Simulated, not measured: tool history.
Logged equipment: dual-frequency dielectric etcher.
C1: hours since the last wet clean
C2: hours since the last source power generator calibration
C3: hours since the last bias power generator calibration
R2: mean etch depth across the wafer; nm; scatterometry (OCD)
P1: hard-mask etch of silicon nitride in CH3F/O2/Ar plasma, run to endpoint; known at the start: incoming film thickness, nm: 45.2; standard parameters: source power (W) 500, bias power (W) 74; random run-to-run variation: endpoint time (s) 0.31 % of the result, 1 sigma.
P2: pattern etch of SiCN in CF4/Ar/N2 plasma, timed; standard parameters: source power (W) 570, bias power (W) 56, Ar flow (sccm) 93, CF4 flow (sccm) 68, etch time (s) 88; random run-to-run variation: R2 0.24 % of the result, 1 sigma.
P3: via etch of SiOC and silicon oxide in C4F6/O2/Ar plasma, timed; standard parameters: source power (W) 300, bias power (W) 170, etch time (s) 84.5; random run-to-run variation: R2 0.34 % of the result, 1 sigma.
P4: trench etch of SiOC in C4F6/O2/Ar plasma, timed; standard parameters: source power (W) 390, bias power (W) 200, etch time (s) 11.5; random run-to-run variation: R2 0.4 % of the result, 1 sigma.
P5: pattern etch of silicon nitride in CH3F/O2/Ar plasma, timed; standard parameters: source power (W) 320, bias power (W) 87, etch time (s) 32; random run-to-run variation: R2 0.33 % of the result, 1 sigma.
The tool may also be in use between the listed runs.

{"run": 1, "hour": 16.6, "process that ran": "P1", "source power (W)": 500, "bias power (W)": 74, "C1": 289.8, "C2": 1206, "C3": 1007.9, "endpoint time (s)": 58.529}
{"run": 2, "hour": 32.0, "process that ran": "P2", "source power (W)": 570, "bias power (W)": 56, "Ar flow (sccm)": 116, "CF4 flow (sccm)": 68, "etch time (s)": 88, "C1": 305.2, "C2": 1221.4, "C3": 1023.3, "R2": 83.037}
{"run": 3, "hour": 48.3, "process that ran": "P2", "source power (W)": 570, "bias power (W)": 73, "Ar flow (sccm)": 93, "CF4 flow (sccm)": 68, "etch time (s)": 88, "C1": 321.5, "C2": 1237.7, "C3": 1039.6, "R2": 94.372}
{"run": 4, "hour": 57.7, "process that ran": "P2", "source power (W)": 740, "bias power (W)": 56, "Ar flow (sccm)": 93, "CF4 flow (sccm)": 68, "etch time (s)": 88, "C1": 330.9, "C2": 1247.1, "C3": 1049, "R2": 109.34}
{"run": 5, "hour": 71.9, "process that ran": "P2", "source power (W)": 570, "bias power (W)": 56, "Ar flow (sccm)": 93, "CF4 flow (sccm)": 84, "etch time (s)": 88, "C1": 345.1, "C2": 1261.3, "C3": 1063.2, "R2": 89.806}
{"run": 6, "hour": 87.0, "process that ran": "P5", "source power (W)": 320, "bias power (W)": 87, "etch time (s)": 24.5, "C1": 360.2, "C2": 1276.4, "C3": 1078.3, "R2": 16.549}
{"run": 7, "hour": 94.8, "process that ran": "P1", "source power (W)": 500, "bias power (W)": 74, "C1": 368, "C2": 1284.2, "C3": 1086.1, "endpoint time (s)": 58.499}
{"run": 8, "hour": 109.5, "process that ran": "P5", "source power (W)": 200, "bias power (W)": 87, "etch time (s)": 32, "C1": 382.7, "C2": 1298.9, "C3": 1100.8, "R2": 18.132}
{"run": 9, "hour": 122.7, "process that ran": "P1", "source power (W)": 500, "bias power (W)": 93, "C1": 395.9, "C2": 1312.1, "C3": 1114, "endpoint time (s)": 54.04}
{"run": 10, "hour": 139.4, "process that ran": "P4", "source power (W)": 390, "bias power (W)": 261, "etch time (s)": 11.5, "C1": 412.6, "C2": 1328.8, "C3": 1130.7, "R2": 26.147}
{"run": 11, "hour": 154.8, "process that ran": "P4", "source power (W)": 390, "bias power (W)": 200, "etch time (s)": 11.5, "C1": 428, "C2": 1344.2, "C3": 1146.1, "R2": 24.234}
{"run": 12, "hour": 166.1, "process that ran": "P3", "source power (W)": 300, "bias power (W)": 170, "etch time (s)": 84.5, "C1": 439.3, "C2": 1355.5, "C3": 1157.4, "R2": 85.692}
{"run": 13, "hour": 176.6, "process that ran": "P3", "source power (W)": 300, "bias power (W)": 170, "etch time (s)": 84.5, "C1": 449.8, "C2": 1366, "C3": 1167.9, "R2": 85.479}
{"run": 14, "hour": 191.7, "process that ran": "P4", "source power (W)": 550, "bias power (W)": 200, "etch time (s)": 11.5, "C1": 464.9, "C2": 1381.1, "C3": 1183, "R2": 27.519}
{"run": 15, "hour": 206.9, "process that ran": "P3", "source power (W)": 300, "bias power (W)": 170, "etch time (s)": 61.5, "C1": 480.1, "C2": 1396.3, "C3": 1198.2, "R2": 62.693}
{"run": 16, "hour": 222.3, "process that ran": "P4", "source power (W)": 390, "bias power (W)": 200, "etch time (s)": 15, "C1": 495.5, "C2": 1411.7, "C3": 1213.6, "R2": 31.336}
{"run": 17, "hour": 235.7, "process that ran": "P1", "source power (W)": 620, "bias power (W)": 98, "C1": 508.9, "C2": 1425.1, "C3": 1227, "endpoint time (s)": 48.834}
{"run": 18, "hour": 250.9, "process that ran": "P5", "source power (W)": 320, "bias power (W)": 87, "etch time (s)": 32, "C1": 524.1, "C2": 1440.3, "C3": 1242.2, "R2": 21.533}
{"run": 19, "hour": 259.7, "process that ran": "P3", "source power (W)": 300, "bias power (W)": 232, "etch time (s)": 84.5, "C1": 532.9, "C2": 1449.1, "C3": 1251, "R2": 94.614}
{"run": 20, "hour": 272.9, "process that ran": "P1", "source power (W)": 500, "bias power (W)": 74, "C1": 546.1, "C2": 1462.3, "C3": 1264.2, "endpoint time (s)": 58.636}
{"run": 21, "hour": 282.1, "process that ran": "P3", "source power (W)": 180, "bias power (W)": 170, "etch time (s)": 84.5, "C1": 555.3, "C2": 1471.5, "C3": 1273.4, "R2": 70.309}
{"run": 22, "hour": 295.3, "process that ran": "P2", "source power (W)": 570, "bias power (W)": 56, "Ar flow (sccm)": 93, "CF4 flow (sccm)": 68, "etch time (s)": 48.5, "C1": 568.5, "C2": 1484.7, "C3": 1286.6, "R2": 47.598}
{"run": 23, "hour": 308.3, "process that ran": "P1", "source power (W)": 500, "bias power (W)": 74, "C1": 581.5, "C2": 1497.7, "C3": 1299.6, "endpoint time (s)": 58.402}
{"run": 24, "hour": 316.4, "process that ran": "P5", "source power (W)": 320, "bias power (W)": 87, "etch time (s)": 32, "C1": 589.6, "C2": 1505.8, "C3": 1307.7, "R2": 21.552}
{"run": 25, "hour": 325.8, "process that ran": "P1", "source power (W)": 500, "bias power (W)": 51, "C1": 599, "C2": 1515.2, "C3": 1317.1, "endpoint time (s)": 66.005}
{"run": 26, "hour": 341.8, "process that ran": "P1", "source power (W)": 500, "bias power (W)": 74, "C1": 615, "C2": 1531.2, "C3": 1333.1, "endpoint time (s)": 58.452}
{"run": 27, "hour": 357.0, "process that ran": "P1", "source power (W)": 500, "bias power (W)": 74, "C1": 630.2, "C2": 1546.4, "C3": 1348.3, "endpoint time (s)": 58.713}
{"run": 28, "hour": 366.9, "process that ran": "P2", "source power (W)": 570, "bias power (W)": 56, "Ar flow (sccm)": 93, "CF4 flow (sccm)": 68, "etch time (s)": 88, "C1": 640.1, "C2": 1556.3, "C3": 1358.2, "R2": 85.994}
{"run": 29, "hour": 376.0, "process that ran": "P1", "source power (W)": 380, "bias power (W)": 74, "C1": 649.2, "C2": 1565.4, "C3": 1367.3, "endpoint time (s)": 64.667}
{"run": 30, "hour": 391.0, "process that ran": "P5", "source power (W)": 320, "bias power (W)": 121, "etch time (s)": 32, "C1": 664.2, "C2": 1580.4, "C3": 1382.3, "R2": 24.423}
{"run": 31, "hour": 407.4, "process that ran": "P1", "source power (W)": 600, "bias power (W)": 74, "C1": 680.6, "C2": 1596.8, "C3": 1398.7, "endpoint time (s)": 54.653}
{"run": 32, "hour": 420.6, "process that ran": "P1", "source power (W)": 500, "bias power (W)": 74, "C1": 693.8, "C2": 1610, "C3": 1411.9, "endpoint time (s)": 58.619}
{"run": 33, "hour": 431.9, "process that ran": "P1", "source power (W)": 380, "bias power (W)": 54, "C1": 705.1, "C2": 1621.3, "C3": 1423.2, "endpoint time (s)": 72.044}
{"run": 34, "hour": 443.0, "process that ran": "P1", "source power (W)": 500, "bias power (W)": 74, "C1": 716.2, "C2": 1632.4, "C3": 1434.3, "endpoint time (s)": 58.264}
{"run": 35, "hour": 456.2, "process that ran": "P1", "source power (W)": 500, "bias power (W)": 74, "C1": 729.4, "C2": 1645.6, "C3": 1447.5, "endpoint time (s)": 58.981}
{"run": 36, "hour": 463.5, "process that ran": "P1", "source power (W)": 500, "bias power (W)": 74, "C1": 736.7, "C2": 1652.9, "C3": 1454.8, "endpoint time (s)": 58.723}
{"run": 37, "hour": 480.1, "process that ran": "P1", "source power (W)": 500, "bias power (W)": 74, "C1": 753.3, "C2": 1669.5, "C3": 1471.4, "endpoint time (s)": 59.242}
{"run": 38, "hour": 494.2, "process that ran": "P1", "source power (W)": 500, "bias power (W)": 74, "C1": 767.4, "C2": 1683.6, "C3": 1485.5, "endpoint time (s)": 59.463}
{"hour": 505.4, "done": "wet clean of the chamber"}
{"run": 39, "hour": 507.3, "process that ran": "P1", "source power (W)": 500, "bias power (W)": 74, "C1": 2, "C2": 1696.7, "C3": 1498.6, "endpoint time (s)": 59.633}
{"run": 40, "hour": 520.4, "process that ran": "P1", "source power (W)": 500, "bias power (W)": 74, "C1": 15.1, "C2": 1709.8, "C3": 1511.7, "endpoint time (s)": 59.409}
{"run": 41, "hour": 534.2, "process that ran": "P1", "source power (W)": 500, "bias power (W)": 74, "C1": 28.9, "C2": 1723.6, "C3": 1525.5, "endpoint time (s)": 59.767}

Something has made what P1 gives creep away from where it was; the 2 causes below, each at its own stated size, fit the log equally well:
A: bias power that arrives under what is set, % = 4.55
B: source power that arrives under what is set, % = 4.04
Onset of the creep was near hour 443.
The rest of the possible causes, and what rules out each one:
chamber walls in a state that lowers the etch rate, %: maintenance at hour 505.4, after the shift began, did not return the process to its former output

Each of the 4 check runs below uses one wafer; its results are left as question marks. Which run tells the causes apart?
{"run": "check 1", "hour": 548.0, "process that ran": "P4", "source power (W)": 540, "bias power (W)": 200, "etch time (s)": 14.5, "R2": "?"}
{"run": "check 2", "hour": 548.0, "process that ran": "P5", "source power (W)": 220, "bias power (W)": 87, "etch time (s)": 32, "R2": "?"}
{"run": "check 3", "hour": 548.0, "process that ran": "P3", "source power (W)": 220, "bias power (W)": 230, "etch time (s)": 84.5, "R2": "?"}
{"run": "check 4", "hour": 548.0, "process that ran": "P2", "source power (W)": 570, "bias power (W)": 72, "Ar flow (sccm)": 110, "CF4 flow (sccm)": 68, "etch time (s)": 88, "R2": "?"}

Check results expected under each cause:
check=check_1 result=R2 if_A=33.938 if_B=33.891
check=check_2 result=R2 if_A=18.477 if_B=18.513
check=check_3 result=R2 if_A=82.806 if_B=82.865
check=check_4 result=R2 if_A=90.011 if_B=88.22
Gap, in per cent, between the two causes that each check separates least, read from the result that separates them most: check 1 0.14 %; check 2 0.2 %; check 3 0.07 %; check 4 2.01 %
The causes can be told apart only by check 4. The other checks would give nearly the same results under each of them.

Then check 4 was run and gave: R2 88.25 nm. Which cause is it?

It is B: source power that arrives under what is set, %.

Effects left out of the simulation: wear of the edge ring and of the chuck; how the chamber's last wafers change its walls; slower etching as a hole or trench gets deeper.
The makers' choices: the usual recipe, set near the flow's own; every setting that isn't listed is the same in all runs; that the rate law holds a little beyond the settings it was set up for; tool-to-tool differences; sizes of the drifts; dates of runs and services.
